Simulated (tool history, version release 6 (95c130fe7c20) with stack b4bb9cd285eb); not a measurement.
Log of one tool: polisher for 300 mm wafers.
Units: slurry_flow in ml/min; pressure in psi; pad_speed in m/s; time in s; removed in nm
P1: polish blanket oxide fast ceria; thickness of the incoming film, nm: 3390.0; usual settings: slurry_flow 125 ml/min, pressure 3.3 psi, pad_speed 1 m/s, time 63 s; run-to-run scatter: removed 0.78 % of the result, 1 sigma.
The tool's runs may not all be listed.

| run | hour | slurry_flow | pressure | pad_speed | time | wafers polished on this pad | hours since the slurry nozzle was cleaned | hours since the head pressure was calibrated | removed |
|---|---|---|---|---|---|---|---|---|---|
| 1 | 15.4 | 125 | 3.3 | 1 | 63 | 912 | 166.3 | 230.1 | 1259.2 |
| 2 | 29.8 | 125 | 3.3 | 1.36 | 63 | 1080 | 180.7 | 244.5 | 1707.8 |
| 3 | 41.7 | 125 | 3.3 | 1 | 63 | 1219 | 192.6 | 256.4 | 1251.6 |
| 4 | 54.7 | 125 | 3.3 | 1 | 63 | 1371 | 205.6 | 269.4 | 1241.2 |
|  | 59 | slurry nozzle cleaned |
| 5 | 63.1 | 200 | 3.3 | 1 | 63 | 1469 | 4.2 | 277.8 | 1350.2 |
| 6 | 73.2 | 125 | 3.3 | 1 | 63 | 1587 | 14.3 | 287.9 | 1250.1 |
| 7 | 84.4 | 125 | 5.2 | 1.3 | 63 | 1718 | 25.5 | 299.1 | 2591.5 |
| 8 | 96.7 | 125 | 3.3 | 1 | 90 | 1862 | 37.8 | 311.4 | 1811.4 |
| 9 | 107 | 185 | 3.3 | 1 | 36 | 1983 | 48.1 | 321.7 | 763.42 |
| 10 | 115.3 | 125 | 3.3 | 1 | 63 | 2080 | 56.4 | 330 | 1248.5 |
| 11 | 129.5 | 125 | 1.5 | 1 | 63 | 2246 | 70.6 | 344.2 | 569.18 |
| 12 | 139.7 | 125 | 3.3 | 1 | 30 | 2365 | 80.8 | 354.4 | 594.95 |
| 13 | 153.8 | 125 | 3.3 | 0.54 | 63 | 2530 | 94.9 | 368.5 | 676.16 |
| 14 | 161.7 | 75 | 3.3 | 1 | 63 | 2622 | 102.8 | 376.4 | 1082.5 |
| 15 | 172.7 | 125 | 5.1 | 1 | 63 | 2751 | 113.8 | 387.4 | 1928 |
| 16 | 187.5 | 170 | 3.3 | 1 | 83 | 2924 | 128.6 | 402.2 | 1723.4 |
| 17 | 201.1 | 125 | 3.3 | 1 | 63 | 3083 | 142.2 | 415.8 | 1249.6 |
| 18 | 208.8 | 125 | 3.3 | 1 | 63 | 3173 | 149.9 | 423.5 | 1247.2 |
| 19 | 219.9 | 125 | 3.3 | 1 | 63 | 3303 | 161 | 434.6 | 1212.2 |
| 20 | 228.9 | 125 | 3.3 | 1 | 63 | 3408 | 170 | 443.6 | 1175.2 |
| 21 | 236.7 | 125 | 3.3 | 1 | 63 | 3499 | 177.8 | 451.4 | 1164.3 |
| 22 | 252.1 | 125 | 3.3 | 1 | 63 | 3680 | 193.2 | 466.8 | 1168.9 |
|  | 256.1 | worn pad replaced by a new one |
| 23 | 266.6 | 125 | 3.3 | 1 | 63 | 123 | 207.7 | 481.3 | 1169.9 |
| 24 | 281.3 | 125 | 3.3 | 1 | 63 | 295 | 222.4 | 496 | 1164.6 |
| 25 | 290.9 | 125 | 3.3 | 1 | 63 | 407 | 232 | 505.6 | 1169.2 |
| 26 | 303.5 | 125 | 3.3 | 1 | 63 | 554 | 244.6 | 518.2 | 1145.2 |
| 27 | 313.6 | 125 | 3.3 | 1 | 63 | 673 | 254.7 | 528.3 | 1147.1 |

What P1 gives has crept away from where it was. These 2 causes fit the log equally well, each at the size given:
A: head's pressure below its setpoint, % = 8.07
B: slurry flow missing at the pad, % = 29.5
The creep began at about hour 201.1.
Why every other cause is out:
removal rate lost through wear of the pad, %: serviced at hour 256.1, which brought nothing back

4 check runs are offered, each on 5 wafers whose results are averaged, their results left as question marks. Which one tells the causes apart?
| check 1 | 323.7 | 125 | 4.2 | 1 | 63 |  |  |  | ? |
| check 2 | 323.7 | 125 | 4.6 | 1 | 63 |  |  |  | ? |
| check 3 | 323.7 | 125 | 2.2 | 1 | 44 |  |  |  | ? |
| check 4 | 323.7 | 190 | 1.5 | 1 | 63 |  |  |  | ? |

What each check would give under each cause:
| check | result | if A | if B |
|---|---|---|---|
| check 1 | removed | 1459.1 | 1458.9 |
| check 2 | removed | 1598.1 | 1597.9 |
| check 3 | removed | 533.79 | 533.73 |
| check 4 | removed | 559.65 | 574.7 |
How far apart the two closest causes lie, in the result that separates them most: check 1 0.01 %; check 2 0.01 %; check 3 0.01 %; check 4 2.65 %
Only check 4 tells the causes apart: in the others they would give nearly the same result.

Check 4 was then run and gave: removed 574.46 nm. Which cause is it?

It is B: slurry flow missing at the pad, %.
